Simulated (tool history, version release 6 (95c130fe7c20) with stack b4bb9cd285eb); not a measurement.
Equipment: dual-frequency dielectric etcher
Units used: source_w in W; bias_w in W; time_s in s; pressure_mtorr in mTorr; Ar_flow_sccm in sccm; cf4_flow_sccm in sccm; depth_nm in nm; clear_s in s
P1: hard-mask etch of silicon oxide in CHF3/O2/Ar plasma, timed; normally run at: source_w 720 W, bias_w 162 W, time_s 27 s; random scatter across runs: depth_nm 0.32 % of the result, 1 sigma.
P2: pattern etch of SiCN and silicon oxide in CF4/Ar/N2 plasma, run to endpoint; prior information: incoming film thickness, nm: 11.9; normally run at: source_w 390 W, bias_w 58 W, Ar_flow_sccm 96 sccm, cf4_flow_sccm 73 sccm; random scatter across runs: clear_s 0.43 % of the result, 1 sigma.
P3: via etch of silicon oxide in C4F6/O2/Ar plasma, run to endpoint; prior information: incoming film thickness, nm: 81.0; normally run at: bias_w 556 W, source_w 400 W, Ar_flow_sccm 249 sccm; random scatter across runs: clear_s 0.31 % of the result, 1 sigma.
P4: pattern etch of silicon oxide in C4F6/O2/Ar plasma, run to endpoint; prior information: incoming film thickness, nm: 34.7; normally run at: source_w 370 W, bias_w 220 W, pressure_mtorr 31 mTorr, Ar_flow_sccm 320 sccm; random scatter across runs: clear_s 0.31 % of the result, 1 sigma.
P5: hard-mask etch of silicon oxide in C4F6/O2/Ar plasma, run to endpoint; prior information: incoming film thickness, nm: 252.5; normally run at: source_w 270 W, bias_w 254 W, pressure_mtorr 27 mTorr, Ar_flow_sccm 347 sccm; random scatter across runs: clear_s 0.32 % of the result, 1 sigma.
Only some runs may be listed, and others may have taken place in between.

run	hour	process	source_w	bias_w	time_s	pressure_mtorr	Ar_flow_sccm	cf4_flow_sccm	hours since the last wet clean	hours since the last source power generator calibration	hours since the last bias power generator calibration	depth_nm	clear_s
1	6.1	P1	720	162	27				243.2	817.5	2492.5	54.516	
2	12.2	P5	270	254		27	347		249.3	823.6	2498.6		83.56
3	18.7	P4	370	278		31	320		255.8	830.1	2505.1		9.8012
4	24.5	P1	720	162	36				261.6	835.9	2510.9	72.844	
5	28.7	P1	720	162	27				265.8	840.1	2515.1	54.448	
6	36	P1	720	162	27				273.1	847.4	2522.4	54.371	
7	41.6	P4	230	220		31	320		278.7	853	2528		12.772
8	48.1	P1	940	162	27				285.2	859.5	2534.5	60.289	
9	54.5	P1	720	162	27				291.6	865.9	2540.9	54.709	
10	59.6	P3	550	556			249		296.7	871	2546		15.017
11	65.8	P5	340	254		27	347		302.9	877.2	2552.2		76.981
12	71.3	P5	270	254		33	347		308.4	882.7	2557.7		85.927
13	77.5	P4	370	220		40.5	320		314.6	888.9	2563.9		11.017
14	81.8	P1	450	162	27				318.9	893.2	2568.2	45.43	
15	88.2	P1	720	162	19.5				325.3	899.6	2574.6	39.191	
16	95.5	P3	400	556			249		332.6	906.9	2581.9		16.814
17	98.7	P1	900	162	39				335.8	910.1	2585.1	85.832	
18	105	P2	530	58			96	73	342.1	916.4	2591.4		12.224
19	110.1	P5	270	254		27	226		347.2	921.5	2596.5		79.967
20	114.3	P2	390	58			96	73	351.4	925.7	2600.7		16.02
21	119.9	P1	720	127	19				357	931.3	2606.3	35.576	
22	126.1	P1	720	217	27				363.2	937.5	2612.5	60.291	
23	132	P1	720	162	27				369.1	943.4	2618.4	54.626	
24	138.9	P2	390	43			96	73	376	950.3	2625.3		17.705
25	145.9	P4	370	220		31	320		383	957.3	2632.3		10.678
26	150.8	P1	720	107	27				387.9	962.2	2637.2	48.007	
27	155.2	P3	400	779			249		392.3	966.6	2641.6		14.793
28	160.9	P1	720	162	27				398	972.3	2647.3	54.774	
29	164.3	P2	390	58			96	101	401.4	975.7	2650.7		15.34
30	170.8	P2	390	58			132	73	407.9	982.2	2657.2		16.903
31	174.5	P3	400	556			249		411.6	985.9	2660.9		16.825
32	179	P1	870	123	27				416.1	990.4	2665.4	53.976	
33	183.1	P5	270	177		27	347		420.2	994.5	2669.5		94.746
34	189.4	P4	370	220		31	403		426.5	1000.8	2675.8		10.871
35	194.5	P4	370	220		31	320		431.6	1005.9	2680.9		10.568
36	201.7	P3	400	556			301		438.8	1013.1	2688.1		17.12
37	206.3	P1	720	162	27				443.4	1017.7	2692.7	54.306	
38	212.3	P1	720	162	27				449.4	1023.7	2698.7	55.059	
39	219.8	P1	720	162	27				456.9	1031.2	2706.2	55.019	
40	224.5	P1	720	162	27				461.6	1035.9	2710.9	55.154	
41	231.8	P1	720	162	27				468.9	1043.2	2718.2	55.171	
# hour 231.9: wet clean of the chamber
42	239.3	P1	720	162	27				7.4	1050.7	2725.7	55.591	
43	243.1	P1	720	162	27				11.2	1054.5	2729.5	55.316	
44	248.3	P1	720	162	27				16.4	1059.7	2734.7	55.38	

Run 45, settings as shown, results not yet in. Your forecast:
45	253.5	P1	720	162	27				21.6	1064.9	2739.9	?	

depth_nm: 55.378 nm
